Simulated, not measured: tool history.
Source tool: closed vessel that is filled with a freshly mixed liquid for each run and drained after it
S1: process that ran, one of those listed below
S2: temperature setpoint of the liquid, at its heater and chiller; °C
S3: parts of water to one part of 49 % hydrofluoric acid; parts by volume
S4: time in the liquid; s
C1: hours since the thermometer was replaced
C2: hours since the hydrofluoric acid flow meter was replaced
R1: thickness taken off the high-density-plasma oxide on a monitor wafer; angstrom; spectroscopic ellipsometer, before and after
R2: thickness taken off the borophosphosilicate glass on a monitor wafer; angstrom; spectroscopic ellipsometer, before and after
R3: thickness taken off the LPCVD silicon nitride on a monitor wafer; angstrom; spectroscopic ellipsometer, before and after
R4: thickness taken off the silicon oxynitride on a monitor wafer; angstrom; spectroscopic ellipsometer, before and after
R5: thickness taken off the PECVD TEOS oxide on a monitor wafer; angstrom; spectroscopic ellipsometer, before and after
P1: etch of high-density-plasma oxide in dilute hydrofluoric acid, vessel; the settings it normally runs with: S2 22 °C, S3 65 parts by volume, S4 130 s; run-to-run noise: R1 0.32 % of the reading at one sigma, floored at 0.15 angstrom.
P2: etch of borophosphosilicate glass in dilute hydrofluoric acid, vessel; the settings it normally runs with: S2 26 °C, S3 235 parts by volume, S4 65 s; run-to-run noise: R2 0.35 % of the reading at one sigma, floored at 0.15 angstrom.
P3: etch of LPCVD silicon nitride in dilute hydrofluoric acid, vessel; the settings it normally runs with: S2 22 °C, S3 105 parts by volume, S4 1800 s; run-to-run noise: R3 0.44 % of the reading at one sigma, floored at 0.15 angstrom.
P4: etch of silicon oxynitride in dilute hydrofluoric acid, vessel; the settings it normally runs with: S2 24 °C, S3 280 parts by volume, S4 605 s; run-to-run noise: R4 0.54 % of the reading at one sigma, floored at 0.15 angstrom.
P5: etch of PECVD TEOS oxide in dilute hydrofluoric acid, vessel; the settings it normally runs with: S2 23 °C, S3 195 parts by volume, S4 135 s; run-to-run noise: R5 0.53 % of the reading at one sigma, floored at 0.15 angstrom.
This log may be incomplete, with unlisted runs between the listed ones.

| run | hour | S1 | S2 | S3 | S4 | C1 | C2 | R1 | R2 | R3 | R4 | R5 |
|---|---|---|---|---|---|---|---|---|---|---|---|---|
| 1 | 3.8 | P1 | 22 | 65 | 130 | 1554.9 | 909.6 | 105.63 |  |  |  |  |
| 2 | 8.7 | P2 | 26 | 235 | 65 | 1559.8 | 914.5 |  | 92.812 |  |  |  |
| 3 | 12.1 | P1 | 22 | 65 | 130 | 1563.2 | 917.9 | 105.75 |  |  |  |  |
| 4 | 16.9 | P1 | 22 | 35 | 130 | 1568 | 922.7 | 205.66 |  |  |  |  |
| 5 | 19.7 | P1 | 22 | 65 | 215 | 1570.8 | 925.5 | 173.58 |  |  |  |  |
| 6 | 24.3 | P1 | 22 | 65 | 130 | 1575.4 | 930.1 | 104.93 |  |  |  |  |
| 7 | 28.3 | P1 | 17 | 65 | 205 | 1579.4 | 934.1 | 134.1 |  |  |  |  |
| 8 | 31.7 | P3 | 17 | 105 | 1800 | 1582.8 | 937.5 |  |  | 53.527 |  |  |
| 9 | 36.2 | P1 | 22 | 65 | 130 | 1587.3 | 942 | 106.11 |  |  |  |  |
| 10 | 40.9 | P1 | 18 | 65 | 60 | 1592 | 946.7 | 41.664 |  |  |  |  |
| 11 | 43.1 | P1 | 26 | 30 | 130 | 1594.2 | 948.9 | 280.66 |  |  |  |  |
| 12 | 46.5 | P1 | 22 | 90 | 130 | 1597.6 | 952.3 | 73.755 |  |  |  |  |
| 13 | 48.8 | P2 | 26 | 235 | 105 | 1599.9 | 954.6 |  | 150.26 |  |  |  |
| 14 | 51.7 | P3 | 22 | 105 | 1800 | 1602.8 | 957.5 |  |  | 75.27 |  |  |
| 15 | 54.4 | P1 | 22 | 65 | 130 | 1605.5 | 960.2 | 105.98 |  |  |  |  |
| 16 | 57.5 | P1 | 17 | 65 | 130 | 1608.6 | 963.3 | 85.311 |  |  |  |  |
| 17 | 60.6 | P4 | 24 | 280 | 190 | 1611.7 | 966.4 |  |  |  | 22.527 |  |
| 18 | 65.5 | P5 | 23 | 195 | 30 | 1616.6 | 971.3 |  |  |  |  | 23.156 |
| 19 | 68.6 | P4 | 24 | 495 | 605 | 1619.7 | 974.4 |  |  |  | 35.254 |  |
|  | 69.7 | thermometer replaced |
| 20 | 71.3 | P5 | 23 | 195 | 135 | 1.7 | 977.1 |  |  |  |  | 106.04 |
| 21 | 76.2 | P2 | 20.5 | 235 | 65 | 6.6 | 982 |  | 76.521 |  |  |  |
| 22 | 79.5 | P5 | 23 | 195 | 135 | 9.9 | 985.3 |  |  |  |  | 105.35 |
| 23 | 82.3 | P5 | 23 | 85 | 135 | 12.7 | 988.1 |  |  |  |  | 271.69 |
| 24 | 86.6 | P1 | 22 | 65 | 30 | 17 | 992.4 | 24.367 |  |  |  |  |
| 25 | 89.6 | P3 | 22 | 25 | 1800 | 20 | 995.4 |  |  | 299.56 |  |  |
| 26 | 93 | P2 | 26 | 70 | 65 | 23.4 | 998.8 |  | 382.66 |  |  |  |
| 27 | 97.1 | P1 | 26 | 65 | 130 | 27.5 | 1002.9 | 124.02 |  |  |  |  |
| 28 | 101.9 | P3 | 22 | 105 | 30 | 32.3 | 1007.7 |  |  | 1.3484 |  |  |
| 29 | 106.5 | P5 | 17 | 195 | 135 | 36.9 | 1012.3 |  |  |  |  | 83.249 |
| 30 | 111.4 | P4 | 19 | 280 | 605 | 41.8 | 1017.2 |  |  |  | 57.353 |  |
| 31 | 113.7 | P4 | 24 | 280 | 605 | 44.1 | 1019.5 |  |  |  | 71.765 |  |
| 32 | 118.5 | P3 | 22 | 105 | 1800 | 48.9 | 1024.3 |  |  | 74.757 |  |  |
| 33 | 122.1 | P1 | 22 | 65 | 130 | 52.5 | 1027.9 | 105.7 |  |  |  |  |
| 34 | 127 | P1 | 22 | 65 | 130 | 57.4 | 1032.8 | 108.7 |  |  |  |  |
| 35 | 131.8 | P1 | 22 | 65 | 130 | 62.2 | 1037.6 | 110.24 |  |  |  |  |

Estimate the outcome of run 36 from the log above:
| 36 | 136.6 | P1 | 22 | 65 | 130 | 67 | 1042.4 | ? |  |  |  |  |

{"run 36": {"R1": 112.39}}
